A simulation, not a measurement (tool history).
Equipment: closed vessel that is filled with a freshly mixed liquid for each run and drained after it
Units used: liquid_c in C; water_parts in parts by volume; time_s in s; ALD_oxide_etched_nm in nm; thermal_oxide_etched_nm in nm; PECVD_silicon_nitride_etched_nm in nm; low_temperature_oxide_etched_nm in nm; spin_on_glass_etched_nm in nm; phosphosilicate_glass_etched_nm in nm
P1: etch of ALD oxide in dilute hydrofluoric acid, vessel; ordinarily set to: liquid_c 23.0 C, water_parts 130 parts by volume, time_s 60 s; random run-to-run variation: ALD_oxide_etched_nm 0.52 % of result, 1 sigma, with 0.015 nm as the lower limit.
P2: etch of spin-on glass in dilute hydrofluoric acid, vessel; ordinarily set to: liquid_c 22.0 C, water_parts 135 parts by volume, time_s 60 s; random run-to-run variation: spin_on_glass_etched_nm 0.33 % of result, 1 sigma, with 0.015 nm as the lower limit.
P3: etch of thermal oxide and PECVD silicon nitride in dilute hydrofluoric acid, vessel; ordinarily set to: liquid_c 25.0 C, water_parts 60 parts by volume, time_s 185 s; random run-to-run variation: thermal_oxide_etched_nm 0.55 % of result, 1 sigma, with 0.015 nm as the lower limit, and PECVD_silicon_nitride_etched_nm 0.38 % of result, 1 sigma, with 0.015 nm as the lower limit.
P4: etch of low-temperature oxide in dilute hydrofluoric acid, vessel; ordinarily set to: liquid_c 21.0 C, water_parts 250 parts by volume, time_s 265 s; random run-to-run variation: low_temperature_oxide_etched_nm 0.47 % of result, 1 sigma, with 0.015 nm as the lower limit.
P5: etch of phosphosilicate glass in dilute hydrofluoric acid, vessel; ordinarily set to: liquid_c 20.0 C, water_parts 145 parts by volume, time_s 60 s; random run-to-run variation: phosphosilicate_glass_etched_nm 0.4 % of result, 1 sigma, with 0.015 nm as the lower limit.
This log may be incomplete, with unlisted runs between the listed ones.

run	day	process	liquid_c	water_parts	time_s	hours since the thermometer was replaced	hours since the hydrofluoric acid flow meter was replaced	ALD_oxide_etched_nm	thermal_oxide_etched_nm	PECVD_silicon_nitride_etched_nm	low_temperature_oxide_etched_nm	spin_on_glass_etched_nm	phosphosilicate_glass_etched_nm
1	0.508	P1	23.0	130	60	318.9	519.5	9.9696					
2	0.767	P1	23.0	130	60	325.1	525.7	9.8623					
3	1.246	P3	25.0	20	185	336.6	537.2		50.823	18.9600			
4	1.542	P1	23.0	130	60	343.7	544.3	9.9519					
5	1.858	P4	21.0	125	265	351.3	551.9				21.4850		
6	2.142	P4	17.0	250	265	358.1	558.7				8.0927		
7	2.621	P2	22.0	135	60	369.6	570.2					10.5870	
8	3.196	P2	17.0	135	60	383.4	584.0					8.6166	
9	3.567	P1	23.0	130	60	392.3	592.9	9.9239					
10	3.867	P4	21.0	250	265	399.5	600.1				9.3882		
11	4.125	P1	17.0	130	60	405.7	606.3	7.8033					
12	4.650	P4	21.0	250	425	418.3	618.9				15.1970		
13	5.175	P1	23.0	130	30	430.9	631.5	4.9873					
14	5.438	P4	21.0	250	265	437.2	637.8				9.3931		
15	5.875	P2	22.0	135	60	447.7	648.3					10.5550	
16	6.204	P1	23.0	130	95	455.6	656.2	15.6360					
17	6.775	P5	20.0	145	60	469.3	669.9						63.639
18	7.133	P3	20.0	60	185	477.9	678.5		12.958	4.6501			
19	7.604	P1	18.5	130	30	489.2	689.8	4.1067					
20	7.929	P1	23.0	130	60	497.0	697.6	9.9101					
21	8.258	P5	24.0	145	60	504.9	705.5						75.095
22	8.562	P3	25.0	60	100	512.2	712.8		8.650	3.5235			
23	8.875	P5	20.0	145	60	519.7	720.3						64.651
# day 8.921: hydrofluoric acid flow meter replaced
24	9.183	P1	23.0	130	60	527.1	6.4	9.9419					
25	9.642	P1	23.0	80	60	538.1	17.4	17.1010					
26	10.217	P1	27.0	130	60	551.9	31.2	11.5710					
27	10.796	P3	25.0	60	185	565.8	45.1		15.917	6.5022			
28	11.217	P2	22.0	65	60	575.9	55.2					23.6790	
29	11.571	P1	23.0	220	60	584.4	63.7	5.3852					
30	12.042	P2	22.0	135	30	595.7	75.0					5.2597	
31	12.429	P5	20.0	70	60	605.0	84.3						144.530
32	12.746	P5	20.0	145	100	612.6	91.9						107.140
33	13.162	P1	23.0	130	60	622.6	101.9	9.8799					
34	13.746	P1	23.0	130	60	636.6	115.9	9.6998					
35	14.004	P1	23.0	130	60	642.8	122.1	9.4440					
36	14.317	P1	23.0	130	60	650.3	129.6	9.5642					
37	14.662	P1	23.0	130	60	658.6	137.9	9.4994					
38	15.104	P1	23.0	130	60	669.2	148.5	9.3610					
39	15.675	P1	23.0	130	60	682.9	162.2	9.2725					
40	16.117	P1	23.0	130	60	693.5	172.8	9.4072					
41	16.433	P1	23.0	130	60	701.1	180.4	9.2989					
42	16.771	P1	23.0	130	60	709.2	188.5	9.2097					
43	17.229	P1	23.0	130	60	720.2	199.5	9.3113					
44	17.808	P1	23.0	130	60	734.1	213.4	9.3018					

The log shows P1 creeping away from where it was. Any of the 2 causes listed here, at the size stated for it, fits the log just as well as the others:
A: hydrofluoric acid flow below the setpoint (%) = 5.69
B: liquid colder than its thermometer reads (K) = 1.71
The creep began at about day 13.162.

Below are 4 check runs, each on a single wafer, with their results shown as question marks. Which of them would tell the listed causes apart, meaning the causes would give clearly different results under it?
check 1	18.388	P3	25.0	60	185				?	?			
check 2	18.388	P2	22.0	135	60							?	
check 3	18.388	P5	20.0	145	60								?
check 4	18.388	P4	21.0	250	265						?		

What each check would give under each cause:
check	result	if A	if B
check 1	thermal_oxide_etched_nm	14.999	14.904
check 1	PECVD_silicon_nitride_etched_nm	6.1530	5.8122
check 2	spin_on_glass_etched_nm	9.8473	9.8437
check 3	phosphosilicate_glass_etched_nm	60.054	59.986
check 4	low_temperature_oxide_etched_nm	8.7620	8.8395
Per-check spread between the two closest causes, in the result where they differ most: check 1 5.7 %; check 2 0.04 %; check 3 0.11 %; check 4 0.88 %
Only check 1 tells the causes apart: in the others they would give nearly the same result.

With check 1 done, the readings were: thermal_oxide_etched_nm 14.879 nm; PECVD_silicon_nitride_etched_nm 6.2158 nm. Identify which of the listed causes applies.

The correct cause is A, namely: hydrofluoric acid flow below the setpoint (%).

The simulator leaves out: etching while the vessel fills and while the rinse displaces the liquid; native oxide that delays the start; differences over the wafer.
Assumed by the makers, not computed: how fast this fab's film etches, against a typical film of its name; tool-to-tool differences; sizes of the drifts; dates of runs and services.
